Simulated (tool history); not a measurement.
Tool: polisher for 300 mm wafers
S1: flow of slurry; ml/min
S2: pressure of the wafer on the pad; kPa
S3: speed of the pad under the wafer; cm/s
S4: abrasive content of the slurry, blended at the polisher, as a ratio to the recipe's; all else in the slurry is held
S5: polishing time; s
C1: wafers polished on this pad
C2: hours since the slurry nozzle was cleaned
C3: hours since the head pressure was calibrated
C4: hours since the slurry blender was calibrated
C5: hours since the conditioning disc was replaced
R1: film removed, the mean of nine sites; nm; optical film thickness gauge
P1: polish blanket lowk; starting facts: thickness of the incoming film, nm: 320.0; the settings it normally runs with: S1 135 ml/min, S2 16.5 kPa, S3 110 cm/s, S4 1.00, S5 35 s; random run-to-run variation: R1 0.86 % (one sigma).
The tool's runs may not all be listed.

{"run": 1, "day": 0.275, "S1": 135, "S2": 16.5, "S3": 110, "S4": 1.0, "S5": 35, "C1": 521, "C2": 124.3, "C3": 249.5, "C4": 91.7, "C5": 83.7, "R1": 17.39}
{"run": 2, "day": 0.867, "S1": 135, "S2": 16.5, "S3": 110, "S4": 1.0, "S5": 35, "C1": 749, "C2": 138.5, "C3": 263.7, "C4": 105.9, "C5": 97.9, "R1": 17.381}
{"run": 3, "day": 1.238, "S1": 135, "S2": 16.5, "S3": 110, "S4": 1.35, "S5": 35, "C1": 892, "C2": 147.4, "C3": 272.6, "C4": 114.8, "C5": 106.8, "R1": 19.765}
{"run": 4, "day": 1.6, "S1": 135, "S2": 16.5, "S3": 110, "S4": 0.5, "S5": 49, "C1": 1031, "C2": 156.1, "C3": 281.3, "C4": 123.5, "C5": 115.5, "R1": 16.597}
{"run": 5, "day": 2.225, "S1": 135, "S2": 21.4, "S3": 110, "S4": 1.0, "S5": 18, "C1": 1272, "C2": 171.1, "C3": 296.3, "C4": 138.5, "C5": 130.5, "R1": 11.439}
{"run": 6, "day": 2.846, "S1": 135, "S2": 24.8, "S3": 110, "S4": 1.0, "S5": 35, "C1": 1510, "C2": 186.0, "C3": 311.2, "C4": 153.4, "C5": 145.4, "R1": 25.876}
{"run": 7, "day": 3.383, "S1": 135, "S2": 16.5, "S3": 110, "S4": 0.6, "S5": 35, "C1": 1717, "C2": 198.9, "C3": 324.1, "C4": 166.3, "C5": 158.3, "R1": 13.349}
{"run": 8, "day": 3.958, "S1": 135, "S2": 16.5, "S3": 160, "S4": 1.0, "S5": 35, "C1": 1938, "C2": 212.7, "C3": 337.9, "C4": 180.1, "C5": 172.1, "R1": 23.546}
{"run": 9, "day": 4.242, "S1": 135, "S2": 16.5, "S3": 110, "S4": 1.0, "S5": 35, "C1": 2047, "C2": 219.5, "C3": 344.7, "C4": 186.9, "C5": 178.9, "R1": 17.043}
{"run": 10, "day": 4.521, "S1": 135, "S2": 16.5, "S3": 110, "S4": 1.0, "S5": 35, "C1": 2155, "C2": 226.2, "C3": 351.4, "C4": 193.6, "C5": 185.6, "R1": 17.304}
{"run": 11, "day": 5.004, "S1": 205, "S2": 16.5, "S3": 136, "S4": 1.0, "S5": 35, "C1": 2340, "C2": 237.8, "C3": 363.0, "C4": 205.2, "C5": 197.2, "R1": 21.999}
{"run": 12, "day": 5.462, "S1": 135, "S2": 12.4, "S3": 110, "S4": 1.0, "S5": 35, "C1": 2517, "C2": 248.8, "C3": 374.0, "C4": 216.2, "C5": 208.2, "R1": 13.016}
{"day": 5.962, "done": "conditioning disc replaced and pad reconditioned"}
{"run": 13, "day": 6.083, "S1": 135, "S2": 16.5, "S3": 50, "S4": 1.0, "S5": 35, "C1": 2756, "C2": 263.7, "C3": 388.9, "C4": 231.1, "C5": 3.0, "R1": 9.2217}
{"run": 14, "day": 6.438, "S1": 200, "S2": 16.5, "S3": 110, "S4": 1.0, "S5": 35, "C1": 2892, "C2": 272.2, "C3": 397.4, "C4": 239.6, "C5": 11.5, "R1": 18.156}
{"run": 15, "day": 6.767, "S1": 135, "S2": 16.5, "S3": 110, "S4": 1.0, "S5": 53, "C1": 3018, "C2": 280.1, "C3": 405.3, "C4": 247.5, "C5": 19.4, "R1": 25.928}
{"run": 16, "day": 7.262, "S1": 85, "S2": 16.5, "S3": 110, "S4": 1.0, "S5": 35, "C1": 3209, "C2": 292.0, "C3": 417.2, "C4": 259.4, "C5": 31.3, "R1": 15.376}
{"run": 17, "day": 7.846, "S1": 135, "S2": 16.5, "S3": 110, "S4": 1.0, "S5": 16, "C1": 3433, "C2": 306.0, "C3": 431.2, "C4": 273.4, "C5": 45.3, "R1": 7.8445}
{"run": 18, "day": 8.138, "S1": 135, "S2": 16.5, "S3": 110, "S4": 1.0, "S5": 35, "C1": 3546, "C2": 313.0, "C3": 438.2, "C4": 280.4, "C5": 52.3, "R1": 17.382}
{"run": 19, "day": 8.675, "S1": 135, "S2": 16.5, "S3": 110, "S4": 1.0, "S5": 35, "C1": 3752, "C2": 325.9, "C3": 451.1, "C4": 293.3, "C5": 65.2, "R1": 16.14}
{"run": 20, "day": 9.221, "S1": 135, "S2": 16.5, "S3": 110, "S4": 1.0, "S5": 35, "C1": 3962, "C2": 339.0, "C3": 464.2, "C4": 306.4, "C5": 78.3, "R1": 15.5}
{"run": 21, "day": 9.667, "S1": 135, "S2": 16.5, "S3": 110, "S4": 1.0, "S5": 35, "C1": 4134, "C2": 349.7, "C3": 474.9, "C4": 317.1, "C5": 89.0, "R1": 15.044}
{"day": 10.029, "done": "conditioning disc replaced and pad reconditioned"}
{"run": 22, "day": 10.15, "S1": 135, "S2": 16.5, "S3": 110, "S4": 1.0, "S5": 35, "C1": 4320, "C2": 361.3, "C3": 486.5, "C4": 328.7, "C5": 3.0, "R1": 15.086}
{"day": 10.496, "done": "slurry nozzle cleaned"}
{"day": 10.583, "done": "head pressure recalibrated"}
{"run": 23, "day": 10.721, "S1": 135, "S2": 16.5, "S3": 110, "S4": 1.0, "S5": 35, "C1": 4539, "C2": 5.5, "C3": 3.3, "C4": 342.4, "C5": 16.7, "R1": 14.933}
{"run": 24, "day": 11.183, "S1": 135, "S2": 16.5, "S3": 110, "S4": 1.0, "S5": 35, "C1": 4717, "C2": 16.6, "C3": 14.4, "C4": 353.5, "C5": 27.8, "R1": 14.872}
{"run": 25, "day": 11.612, "S1": 135, "S2": 16.5, "S3": 110, "S4": 1.0, "S5": 35, "C1": 4882, "C2": 26.9, "C3": 24.7, "C4": 363.8, "C5": 38.1, "R1": 14.95}

The log shows P1 creeping away from where it was. Any of the 2 causes listed here, at the size stated for it, fits the log just as well as the others:
A: abrasive missing from the slurry, % = 25.7
B: removal rate lost through wear of the pad, % = 13.6
The onset of the drift is placed at about day 8.138.
Each remaining cause and why it is not a fit:
slurry flow missing at the pad, %: its service at day 10.496 followed the start of the drift and did not put the process back to its old value
head's pressure below its setpoint, %: its service at day 10.583 followed the start of the drift and did not put the process back to its old value
time polished since the conditioner stopped cutting, s: its service at day 10.029 followed the start of the drift and did not put the process back to its old value

Consider the 4 check runs below, whose results appear as question marks and each of which averages 5 wafers. Which one distinguishes the causes, in that each cause would give it a clearly different result?
{"run": "check 1", "day": 12.042, "S1": 110, "S2": 16.5, "S3": 110, "S4": 0.65, "S5": 35, "R1": "?"}
{"run": "check 2", "day": 12.042, "S1": 135, "S2": 24.8, "S3": 110, "S4": 1.0, "S5": 49, "R1": "?"}
{"run": "check 3", "day": 12.042, "S1": 135, "S2": 16.5, "S3": 148, "S4": 1.0, "S5": 35, "R1": "?"}
{"run": "check 4", "day": 12.042, "S1": 135, "S2": 16.5, "S3": 54, "S4": 1.0, "S5": 35, "R1": "?"}

Check results expected under each cause:
check=check_1 result=R1 if_A=11.1150 if_B=11.4690
check=check_2 result=R1 if_A=31.2930 if_B=31.2880
check=check_3 result=R1 if_A=18.8940 if_B=18.8910
check=check_4 result=R1 if_A=8.4339 if_B=8.4326
Per-check spread between the two closest causes, in the result where they differ most: check 1 3.14 %; check 2 0.02 %; check 3 0.02 %; check 4 0.02 %
The causes can be told apart only by check 1. The other checks would give nearly the same results under each of them.

Check 1 was then run and gave: R1 11.4920 nm. Which cause is it?

B is the cause: removal rate lost through wear of the pad, %.
